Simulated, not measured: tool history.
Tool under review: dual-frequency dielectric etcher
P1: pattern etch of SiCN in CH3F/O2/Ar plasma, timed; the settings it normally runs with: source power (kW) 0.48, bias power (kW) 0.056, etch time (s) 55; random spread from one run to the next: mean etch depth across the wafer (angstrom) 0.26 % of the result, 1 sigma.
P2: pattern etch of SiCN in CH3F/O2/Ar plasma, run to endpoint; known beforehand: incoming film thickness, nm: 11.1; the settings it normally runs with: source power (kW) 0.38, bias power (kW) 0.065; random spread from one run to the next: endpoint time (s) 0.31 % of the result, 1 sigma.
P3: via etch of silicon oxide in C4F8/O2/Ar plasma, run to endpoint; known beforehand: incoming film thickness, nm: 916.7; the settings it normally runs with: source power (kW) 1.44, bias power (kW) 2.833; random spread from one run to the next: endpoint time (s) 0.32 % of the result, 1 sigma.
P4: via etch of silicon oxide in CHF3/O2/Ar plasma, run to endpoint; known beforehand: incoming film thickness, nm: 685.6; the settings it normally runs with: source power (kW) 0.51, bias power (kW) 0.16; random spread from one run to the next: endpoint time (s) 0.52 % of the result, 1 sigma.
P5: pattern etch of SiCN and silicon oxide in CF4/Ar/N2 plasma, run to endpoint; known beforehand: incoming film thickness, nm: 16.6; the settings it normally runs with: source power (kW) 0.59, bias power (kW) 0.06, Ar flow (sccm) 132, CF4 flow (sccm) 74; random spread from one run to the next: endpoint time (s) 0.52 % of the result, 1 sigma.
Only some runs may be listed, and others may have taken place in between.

run	day	process that ran	source power (kW)	bias power (kW)	etch time (s)	Ar flow (sccm)	CF4 flow (sccm)	mean etch depth across the wafer (angstrom)	endpoint time (s)
1	0.233	P1	0.48	0.056	55			206.72	
2	0.396	P1	0.48	0.056	55			207.23	
3	0.7	P1	0.34	0.056	55			180.93	
4	1	P5	0.59	0.079		132	74		15.1
5	1.296	P1	0.48	0.073	55			225.74	
6	1.458	P5	0.59	0.06		132	61		17.14
7	1.717	P1	0.48	0.056	30.5			115.37	
# day 1.9: source power generator calibrated
8	2.021	P3	1.44	1.764					214.76
9	2.3	P3	0.89	2.833					225.09
10	2.646	P2	0.38	0.065					31.62
11	2.842	P5	0.35	0.06		132	74		26.359
12	3.1	P3	1.44	2.833					186.47
13	3.283	P5	0.59	0.06		132	74		16.586
14	3.617	P1	0.66	0.056	55			234.06	
15	3.992	P1	0.48	0.041	55			187.51	
16	4.25	P1	0.48	0.042	33.5			115.1	
17	4.462	P2	0.38	0.065					31.682
18	4.821	P1	0.48	0.056	55			206.86	
19	4.992	P4	0.51	0.218					342.09
20	5.221	P2	0.54	0.065					27.623
21	5.554	P4	0.51	0.16					383.55
22	5.854	P4	0.31	0.16					458.92
23	6.079	P1	0.48	0.056	55			206.32	
24	6.362	P1	0.48	0.056	70.5			265.57	
25	6.567	P5	0.59	0.06		181	74		17.518
26	6.775	P2	0.38	0.051					34.504
27	6.983	P1	0.48	0.056	55			207.18	
28	7.308	P1	0.48	0.056	55			204.99	
29	7.525	P1	0.48	0.056	55			204.86	
30	7.883	P1	0.48	0.056	55			203.95	
31	8.225	P1	0.48	0.056	55			204.04	
# day 8.375: wet clean of the chamber
32	8.571	P1	0.48	0.056	55			204.28	
33	8.762	P1	0.48	0.056	55			204.64	
34	9.038	P1	0.48	0.056	55			203.58	
35	9.354	P1	0.48	0.056	55			202.79	
36	9.675	P1	0.48	0.056	55			204.49	

P1 has crept away from where it was. The log is fitted equally well by each of these 2 causes, at the sizes shown:
A: source power that arrives under what is set, % = 4.16
B: bias power that arrives under what is set, % = 4.88
The onset of the drift is placed at about day 6.983.
What rules out each remaining cause:
chamber walls in a state that lowers the etch rate, %: serviced at day 8.375, after the change had begun; the process did not return to its earlier output

Below are 4 check runs, each averaged over 3 wafers, with their results shown as question marks. Which of them would give clearly different results depending on which cause is behind the drift?
check 1	9.996	P5	0.59	0.06		132	74		?
check 2	9.996	P3	1.44	2.833					?
check 3	9.996	P4	0.51	0.16					?
check 4	9.996	P2	0.38	0.065					?

How each check would come out, cause by cause:
check	result	if A	if B
check 1	endpoint time (s)	17.221	16.858
check 2	endpoint time (s)	189.94	189.78
check 3	endpoint time (s)	386.42	386.51
check 4	endpoint time (s)	32.23	32.269
Smallest distance between any two causes, each pair judged by its most separating result, in per cent: check 1 2.13 %; check 2 0.09 %; check 3 0.02 %; check 4 0.12 %
Check 1 distinguishes between the causes, while the remaining checks would return nearly the same result for all of them.

Then check 1 was run and gave: endpoint time (s) 17.313. Which cause is it?

It was cause A: source power that arrives under what is set, %.

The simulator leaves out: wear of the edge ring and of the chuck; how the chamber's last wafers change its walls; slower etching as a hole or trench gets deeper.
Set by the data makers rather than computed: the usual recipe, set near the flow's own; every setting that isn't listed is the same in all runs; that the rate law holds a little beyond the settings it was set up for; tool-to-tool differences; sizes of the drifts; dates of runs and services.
